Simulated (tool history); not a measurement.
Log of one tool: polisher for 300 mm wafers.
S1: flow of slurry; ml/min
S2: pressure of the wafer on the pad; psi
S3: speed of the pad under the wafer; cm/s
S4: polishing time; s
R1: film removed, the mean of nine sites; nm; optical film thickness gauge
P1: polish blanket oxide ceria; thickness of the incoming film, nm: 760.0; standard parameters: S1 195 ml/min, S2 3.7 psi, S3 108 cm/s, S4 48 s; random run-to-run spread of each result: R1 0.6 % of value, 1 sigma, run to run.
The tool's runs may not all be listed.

run    day   S1   S2   S3  S4      R1
  1  0.446  195  3.7  108  48  226.97
  2  0.792  195  1.7  108  48  104.68
  3  1.196  195  3.7  108  48  225.31
  4  1.742  195  3.7  108  65  309.54
     2.042  -- worn pad replaced by a new one
  5  2.304  195  3.7   70  48  145.99
  6  2.717  195    5  108  48  302.91
  7  3.108  195  3.7  108  48  225.92
  8  3.646  115  3.7  108  48  205.34
  9  3.979  245  3.7  108  48  230.93
 10  4.583  195  3.7  108  48  224.78
 11  5.162  195  3.7  108  22   103.4
 12  5.679  195  3.7  108  48  226.63
 13  6.238  195  3.7  108  48  224.92
 14  6.512  195  3.7  156  48  326.14
 15  7.083  140  3.7  166  48  327.62

Run 16 is up next; what results do you expect?
 16  7.512  195  3.7  108  48   ?

{"run 16": {"R1": 227.2}}
